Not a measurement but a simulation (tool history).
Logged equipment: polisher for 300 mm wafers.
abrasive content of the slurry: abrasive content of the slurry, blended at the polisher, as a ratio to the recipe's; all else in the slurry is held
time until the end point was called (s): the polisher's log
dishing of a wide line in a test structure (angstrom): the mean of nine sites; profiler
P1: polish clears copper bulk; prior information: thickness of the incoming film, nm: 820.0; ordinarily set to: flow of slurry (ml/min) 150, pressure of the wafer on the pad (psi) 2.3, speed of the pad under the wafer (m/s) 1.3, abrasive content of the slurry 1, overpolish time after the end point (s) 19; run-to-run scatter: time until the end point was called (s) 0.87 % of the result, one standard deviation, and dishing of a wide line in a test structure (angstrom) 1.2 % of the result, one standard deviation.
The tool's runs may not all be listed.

run,hour,flow of slurry (ml/min),pressure of the wafer on the pad (psi),speed of the pad under the wafer (m/s),abrasive content of the slurry,overpolish time after the end point (s),wafers polished on this pad,hours since the slurry nozzle was cleaned,hours since the head pressure was calibrated,hours since the slurry blender was calibrated,time until the end point was called (s),dishing of a wide line in a test structure (angstrom)
1,4.2,150,2.3,1.3,1,19,130,273.3,410.5,171.6,73.167,933.76
2,11.4,150,2.3,1.3,1.3,6,195,280.5,417.7,178.8,68.389,459.77
3,14.6,150,2.3,1.3,1,19,224,283.7,420.9,182,72.561,923.74
4,18.5,150,2.3,1.3,0.6,19,259,287.6,424.8,185.9,80.879,868.04
5,24.2,150,2.3,1.3,1,19,310,293.3,430.5,191.6,72.448,911.45
6,30,150,3.2,1.3,1,19,362,299.1,436.3,197.4,52.346,1138.6
7,36.9,150,2.3,1.3,1,19,424,306,443.2,204.3,73.471,918.01
8,41.9,150,2.3,1.3,1.45,19,469,311,448.2,209.3,67.675,939.02
9,46.6,150,1.2,1.3,1,19,511,315.7,452.9,214,139.69,551.85
10,52,150,2.3,0.66,1,19,560,321.1,458.3,219.4,143.79,615.44
11,56.6,150,2.3,1.3,1,19,601,325.7,462.9,224,72.68,901
12,61.2,205,2.3,1.3,1,19,642,330.3,467.5,228.6,70.012,958.79
13,67.3,150,2.3,1.3,1,19,697,336.4,473.6,234.7,71.94,908.78
14,72.3,150,2.3,1.3,1,6,742,341.4,478.6,239.7,72.616,430.62
15,79.2,150,2.3,1.3,1,19,804,348.3,485.5,246.6,72.455,901.55
16,85.5,150,2.3,1.3,1,35,860,354.6,491.8,252.9,71.849,1087.3
17,89.5,90,2.3,1.3,1,19,896,358.6,495.8,256.9,81.55,870.32
18,96,200,2.3,1.3,1,29,955,365.1,502.3,263.4,69.681,1064.8
19,103.4,150,2.3,1.82,1,19,1021,372.5,509.7,270.8,51.587,1031.1
20,107,150,2.3,1.3,1,19,1054,376.1,513.3,274.4,71.408,900.82
21,110.8,150,2.3,1.3,1,19,1088,379.9,517.1,278.2,73.704,920.93
22,115.7,150,2.3,1.3,1,19,1132,384.8,522,283.1,76.232,912.6
23,122.1,150,2.3,1.3,1,19,1189,391.2,528.4,289.5,75.991,896.95
24,126.1,150,2.3,1.3,1,19,1225,395.2,532.4,293.5,76.428,876.29
# hour 126.4: slurry blender recalibrated
# hour 126.6: head pressure recalibrated
25,133.5,150,2.3,1.3,1,19,1292,402.6,6.9,7.1,78.348,878.47
26,139.5,150,2.3,1.3,1,19,1346,408.6,12.9,13.1,77.973,856.02
27,145.1,150,2.3,1.3,1,19,1396,414.2,18.5,18.7,78.801,871.68
28,149.7,150,2.3,1.3,1,19,1437,418.8,23.1,23.3,78.983,881.72
29,154.3,150,2.3,1.3,1,19,1478,423.4,27.7,27.9,78.765,890.86

Something has made what P1 gives creep away from where it was; the 2 causes below, each at its own stated size, fit the log equally well:
A: slurry flow missing at the pad, % = 35.3
B: removal rate lost through wear of the pad, % = 8.79
Creep in the process output first set in at about hour 107.
Excluded causes, each with its reason:
head's pressure below its setpoint, %: its service at hour 126.6 followed the start of the drift and did not put the process back to its old value
abrasive missing from the slurry, %: its service at hour 126.4 followed the start of the drift and did not put the process back to its old value

You are offered 4 check runs, listed below with question marks in place of their results; each one averages 2 wafers. Which run separates the listed causes by giving clearly different results for each?
check 1,158.9,150,2.3,0.72,1,19,,,,,?,?
check 2,158.9,150,2.9,1.3,0.6,19,,,,,?,?
check 3,158.9,90,2.3,1.3,1,31,,,,,?,?
check 4,158.9,150,2.3,1.3,1.35,19,,,,,?,?

If the cause were each of the candidates in turn, the checks would give the following:
check,result,if A,if B
check 1,time until the end point was called (s),143.25,143.23
check 1,dishing of a wide line in a test structure (angstrom),617.25,617.31
check 2,time until the end point was called (s),69.964,69.955
check 2,dishing of a wide line in a test structure (angstrom),980.88,980.94
check 3,time until the end point was called (s),93.426,88.733
check 3,dishing of a wide line in a test structure (angstrom),999.45,1017.1
check 4,time until the end point was called (s),74.311,74.301
check 4,dishing of a wide line in a test structure (angstrom),899.64,899.7
How far apart the two closest causes lie, in the result that separates them most: check 1 0.01 %; check 2 0.01 %; check 3 5.15 %; check 4 0.01 %
Of the check runs offered, only check 3 discriminates between the causes; the rest would read about the same regardless of which cause applies.

Check 3 was carried out, with these results: time until the end point was called (s) 92.82; dishing of a wide line in a test structure (angstrom) 1001.1. Which of the listed causes is responsible?

It was cause A: slurry flow missing at the pad, %.

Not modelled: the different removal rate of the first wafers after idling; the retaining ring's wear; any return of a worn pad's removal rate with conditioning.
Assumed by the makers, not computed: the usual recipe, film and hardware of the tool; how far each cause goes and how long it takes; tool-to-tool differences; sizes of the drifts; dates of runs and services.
